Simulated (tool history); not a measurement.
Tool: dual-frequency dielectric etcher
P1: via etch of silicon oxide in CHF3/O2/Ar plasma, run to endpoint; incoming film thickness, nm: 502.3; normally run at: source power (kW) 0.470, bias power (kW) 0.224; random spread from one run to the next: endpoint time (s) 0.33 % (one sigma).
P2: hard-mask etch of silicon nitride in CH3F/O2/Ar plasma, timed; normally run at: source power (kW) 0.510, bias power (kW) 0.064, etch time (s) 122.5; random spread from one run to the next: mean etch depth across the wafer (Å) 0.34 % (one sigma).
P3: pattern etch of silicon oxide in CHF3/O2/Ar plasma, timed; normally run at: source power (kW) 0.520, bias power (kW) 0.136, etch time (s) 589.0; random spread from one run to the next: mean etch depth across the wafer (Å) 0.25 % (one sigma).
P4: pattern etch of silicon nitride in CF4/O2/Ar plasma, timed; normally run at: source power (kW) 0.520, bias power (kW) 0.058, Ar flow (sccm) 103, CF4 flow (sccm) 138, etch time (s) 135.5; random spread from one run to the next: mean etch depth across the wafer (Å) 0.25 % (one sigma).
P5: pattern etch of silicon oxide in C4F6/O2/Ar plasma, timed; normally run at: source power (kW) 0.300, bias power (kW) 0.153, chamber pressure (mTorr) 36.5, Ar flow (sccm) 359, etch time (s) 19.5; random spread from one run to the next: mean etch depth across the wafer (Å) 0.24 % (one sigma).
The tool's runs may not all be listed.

run,hour,process that ran,source power (kW),bias power (kW),chamber pressure (mTorr),Ar flow (sccm),etch time (s),CF4 flow (sccm),hours since the last wet clean,hours since the last source power generator calibration,hours since the last bias power generator calibration,endpoint time (s),mean etch depth across the wafer (Å)
1,8.4,P1,0.470,0.224,,,,,219.6,268.6,1989.0,257.87,
2,16.8,P5,0.300,0.153,36.5,359,19.5,,228.0,277.0,1997.4,,512.92
3,24.4,P3,0.390,0.136,,,589.0,,235.6,284.6,2005.0,,9012.60
4,32.9,P2,0.510,0.087,,,122.5,,244.1,293.1,2013.5,,1009.70
5,40.2,P3,0.520,0.136,,,589.0,,251.4,300.4,2020.8,,10055.00
6,47.1,P5,0.370,0.153,36.5,359,19.5,,258.3,307.3,2027.7,,558.69
7,57.7,P2,0.680,0.064,,,122.5,,268.9,317.9,2038.3,,1015.50
8,63.0,P1,0.330,0.175,,,,,274.2,323.2,2043.6,322.27,
9,69.0,P4,0.520,0.058,,103,185.5,138,280.2,329.2,2049.6,,4041.90
10,79.9,P2,0.510,0.064,,,67.5,,291.1,340.1,2060.5,,503.14
11,88.2,P5,0.300,0.153,36.5,494,19.5,,299.4,348.4,2068.8,,496.39
12,97.0,P1,0.470,0.173,,,,,308.2,357.2,2077.6,283.13,
13,105.4,P2,0.510,0.064,,,122.5,,316.6,365.6,2086.0,,915.18
14,115.2,P4,0.520,0.058,,103,135.5,138,326.4,375.4,2095.8,,2967.70
15,124.9,P1,0.470,0.276,,,,,336.1,385.1,2105.5,239.24,
16,133.0,P1,0.650,0.224,,,,,344.2,393.2,2113.6,228.79,
17,143.6,P4,0.520,0.041,,103,135.5,138,354.8,403.8,2124.2,,2622.40
18,152.4,P4,0.520,0.058,,75,135.5,138,363.6,412.6,2133.0,,3040.90
19,163.3,P1,0.320,0.299,,,,,374.5,423.5,2143.9,268.04,
20,170.1,P3,0.520,0.136,,,396.0,,381.3,430.3,2150.7,,6792.20
21,177.8,P1,0.470,0.224,,,,,389.0,438.0,2158.4,258.82,
22,183.6,P1,0.380,0.302,,,,,394.8,443.8,2164.2,250.34,
# hour 190.2: bias power generator calibrated
23,191.8,P1,0.470,0.224,,,,,403.0,452.0,1.6,259.59,
24,197.4,P4,0.520,0.058,,103,135.5,104,408.6,457.6,7.2,,2872.90
25,204.0,P4,0.320,0.058,,103,135.5,138,415.2,464.2,13.8,,1941.40
26,214.4,P3,0.520,0.168,,,589.0,,425.6,474.6,24.2,,10772.00
27,222.0,P2,0.510,0.064,,,122.5,,433.2,482.2,31.8,,910.37
28,229.8,P5,0.300,0.109,36.5,359,19.5,,441.0,490.0,39.6,,465.33
29,238.6,P5,0.300,0.153,36.5,359,19.5,,449.8,498.8,48.4,,514.50
30,245.0,P1,0.470,0.224,,,,,456.2,505.2,54.8,259.80,
31,255.7,P1,0.290,0.224,,,,,466.9,515.9,65.5,309.97,
32,262.9,P5,0.300,0.153,25.5,359,19.5,,474.1,523.1,72.7,,536.46
33,270.9,P4,0.520,0.058,,103,135.5,138,482.1,531.1,80.7,,2969.40
34,276.1,P5,0.300,0.153,36.5,359,27.5,,487.3,536.3,85.9,,723.65
35,285.1,P1,0.470,0.224,,,,,496.3,545.3,94.9,256.57,
36,290.5,P1,0.470,0.224,,,,,501.7,550.7,100.3,256.29,
37,296.1,P1,0.470,0.224,,,,,507.3,556.3,105.9,255.70,
38,306.8,P1,0.470,0.224,,,,,518.0,567.0,116.6,256.07,
39,316.7,P1,0.470,0.224,,,,,527.9,576.9,126.5,254.19,
# hour 321.0: wet clean of the chamber
40,323.9,P1,0.470,0.224,,,,,2.9,584.1,133.7,252.94,
41,331.4,P1,0.470,0.224,,,,,10.4,591.6,141.2,254.32,
42,336.2,P1,0.470,0.224,,,,,15.2,596.4,146.0,254.62,
43,343.1,P1,0.470,0.224,,,,,22.1,603.3,152.9,253.10,
44,351.6,P1,0.470,0.224,,,,,30.6,611.8,161.4,254.43,

What P1 gives has crept off from where it sat before. The 2 causes that follow fit the log equally well, each at the size noted:
A: source power that arrives over what is set, % = 4.46
B: bias power that arrives over what is set, % = 4.7
Onset of the creep was near hour 285.1.
Other possible causes, and why each is ruled out:
chamber walls in a state that raises the etch rate, %: serviced at hour 321.0, which brought nothing back

4 check runs are offered, one wafer each, their results left as question marks. Which one tells the causes apart?
check 1,360.1,P5,0.300,0.153,36.5,359,19.5,,,,,,?
check 2,360.1,P4,0.520,0.058,,103,135.5,138,,,,,?
check 3,360.1,P3,0.520,0.136,,,589.0,,,,,,?
check 4,360.1,P2,0.510,0.064,,,122.5,,,,,,?

What each check would give under each cause:
check,result,if A,if B
check 1,mean etch depth across the wafer (Å),523.13,521.73
check 2,mean etch depth across the wafer (Å),3073.00,3009.40
check 3,mean etch depth across the wafer (Å),10223.00,10201.00
check 4,mean etch depth across the wafer (Å),929.25,927.69
Per check, the gap between the least separated pair of causes, taken in the result that splits them most: check 1 0.27 %; check 2 2.09 %; check 3 0.22 %; check 4 0.17 %
The other checks would show nearly matching results whichever cause is true, so check 2 is the only one that separates the causes.

Then check 2 was run and gave: mean etch depth across the wafer (Å) 3078.00. Which cause is it?

It was cause A: source power that arrives over what is set, %.
